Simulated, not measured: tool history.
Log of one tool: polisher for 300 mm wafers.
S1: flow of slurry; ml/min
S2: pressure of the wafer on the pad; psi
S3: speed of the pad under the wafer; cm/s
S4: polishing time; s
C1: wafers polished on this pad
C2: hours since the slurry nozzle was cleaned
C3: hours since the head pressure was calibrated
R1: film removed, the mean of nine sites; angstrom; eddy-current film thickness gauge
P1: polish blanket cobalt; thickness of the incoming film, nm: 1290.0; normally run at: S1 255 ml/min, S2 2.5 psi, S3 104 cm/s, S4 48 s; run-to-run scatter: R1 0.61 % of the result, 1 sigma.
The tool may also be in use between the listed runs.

{"run": 1, "hour": 6.4, "S1": 255, "S2": 2.5, "S3": 104, "S4": 48, "C1": 362, "C2": 271.5, "C3": 488.3, "R1": 3444.0}
{"run": 2, "hour": 14.1, "S1": 255, "S2": 2.5, "S3": 104, "S4": 30, "C1": 482, "C2": 279.2, "C3": 496.0, "R1": 2171.3}
{"run": 3, "hour": 18.9, "S1": 255, "S2": 2.5, "S3": 48, "S4": 48, "C1": 556, "C2": 284.0, "C3": 500.8, "R1": 1595.3}
{"run": 4, "hour": 24.8, "S1": 255, "S2": 3.5, "S3": 104, "S4": 70, "C1": 648, "C2": 289.9, "C3": 506.7, "R1": 7068.4}
{"run": 5, "hour": 32.6, "S1": 255, "S2": 2.5, "S3": 104, "S4": 48, "C1": 769, "C2": 297.7, "C3": 514.5, "R1": 3438.8}
{"run": 6, "hour": 38.2, "S1": 330, "S2": 2.5, "S3": 104, "S4": 48, "C1": 856, "C2": 303.3, "C3": 520.1, "R1": 3534.2}
{"run": 7, "hour": 46.3, "S1": 255, "S2": 1.1, "S3": 104, "S4": 48, "C1": 982, "C2": 311.4, "C3": 528.2, "R1": 1518.7}
{"run": 8, "hour": 51.5, "S1": 255, "S2": 2.5, "S3": 104, "S4": 48, "C1": 1062, "C2": 316.6, "C3": 533.4, "R1": 3413.0}
{"run": 9, "hour": 58.1, "S1": 255, "S2": 2.5, "S3": 104, "S4": 63, "C1": 1165, "C2": 323.2, "C3": 540.0, "R1": 4535.8}
{"hour": 63.3, "done": "worn pad replaced by a new one"}
{"run": 10, "hour": 65.7, "S1": 255, "S2": 2.5, "S3": 104, "S4": 48, "C1": 37, "C2": 330.8, "C3": 547.6, "R1": 3443.3}
{"run": 11, "hour": 71.5, "S1": 155, "S2": 2.5, "S3": 104, "S4": 48, "C1": 127, "C2": 336.6, "C3": 553.4, "R1": 3228.3}
{"run": 12, "hour": 81.2, "S1": 255, "S2": 4.0, "S3": 104, "S4": 48, "C1": 278, "C2": 346.3, "C3": 563.1, "R1": 5558.6}
{"run": 13, "hour": 90.6, "S1": 345, "S2": 3.4, "S3": 104, "S4": 48, "C1": 424, "C2": 355.7, "C3": 572.5, "R1": 4841.3}
{"run": 14, "hour": 97.2, "S1": 255, "S2": 2.5, "S3": 142, "S4": 48, "C1": 526, "C2": 362.3, "C3": 579.1, "R1": 4759.0}
{"run": 15, "hour": 107.2, "S1": 255, "S2": 2.5, "S3": 104, "S4": 48, "C1": 682, "C2": 372.3, "C3": 589.1, "R1": 3470.3}
{"run": 16, "hour": 113.9, "S1": 315, "S2": 2.5, "S3": 104, "S4": 22, "C1": 786, "C2": 379.0, "C3": 595.8, "R1": 1623.4}
{"run": 17, "hour": 118.5, "S1": 255, "S2": 2.5, "S3": 104, "S4": 48, "C1": 857, "C2": 383.6, "C3": 600.4, "R1": 3447.1}
{"run": 18, "hour": 124.0, "S1": 255, "S2": 2.5, "S3": 104, "S4": 48, "C1": 942, "C2": 389.1, "C3": 605.9, "R1": 3438.0}
{"run": 19, "hour": 128.9, "S1": 255, "S2": 2.5, "S3": 104, "S4": 48, "C1": 1019, "C2": 394.0, "C3": 610.8, "R1": 3365.4}
{"run": 20, "hour": 138.0, "S1": 255, "S2": 2.5, "S3": 104, "S4": 48, "C1": 1160, "C2": 403.1, "C3": 619.9, "R1": 3358.0}
{"hour": 142.5, "done": "worn pad replaced by a new one"}
{"run": 21, "hour": 145.0, "S1": 255, "S2": 2.5, "S3": 104, "S4": 48, "C1": 39, "C2": 410.1, "C3": 626.9, "R1": 3326.1}
{"run": 22, "hour": 155.3, "S1": 255, "S2": 2.5, "S3": 104, "S4": 48, "C1": 199, "C2": 420.4, "C3": 637.2, "R1": 3303.4}
{"run": 23, "hour": 161.0, "S1": 255, "S2": 2.5, "S3": 104, "S4": 48, "C1": 288, "C2": 426.1, "C3": 642.9, "R1": 3267.6}
{"run": 24, "hour": 165.6, "S1": 255, "S2": 2.5, "S3": 104, "S4": 48, "C1": 359, "C2": 430.7, "C3": 647.5, "R1": 3291.8}

What P1 gives has crept away from where it was. These 2 causes fit the log equally well, each at the size given:
A: head's pressure below its setpoint, % = 5.02
B: slurry flow missing at the pad, % = 33.2
The creep began at about hour 124.0.
Why every other cause is out:
removal rate lost through wear of the pad, %: serviced at hour 142.5, which brought nothing back

4 check runs are offered, each on 5 wafers whose results are averaged, their results left as question marks. Which one tells the causes apart?
{"run": "check 1", "hour": 170.2, "S1": 255, "S2": 3.8, "S3": 104, "S4": 48, "R1": "?"}
{"run": "check 2", "hour": 170.2, "S1": 255, "S2": 2.5, "S3": 138, "S4": 48, "R1": "?"}
{"run": "check 3", "hour": 170.2, "S1": 255, "S2": 3.0, "S3": 128, "S4": 48, "R1": "?"}
{"run": "check 4", "hour": 170.2, "S1": 170, "S2": 2.5, "S3": 104, "S4": 48, "R1": "?"}

What each check would give under each cause:
check=check_1 result=R1 if_A=4989.2 if_B=4988.8
check=check_2 result=R1 if_A=4355.4 if_B=4355.1
check=check_3 result=R1 if_A=4847.8 if_B=4847.5
check=check_4 result=R1 if_A=3116.4 if_B=3043.5
How far apart the two closest causes lie, in the result that separates them most: check 1 0.01 %; check 2 0.01 %; check 3 0.01 %; check 4 2.37 %
Check 4 tells the causes apart: in the others they would give nearly the same result.

Then check 4 was run and gave: R1 3113.1 angstrom. Which cause is it?

It is A: head's pressure below its setpoint, %.
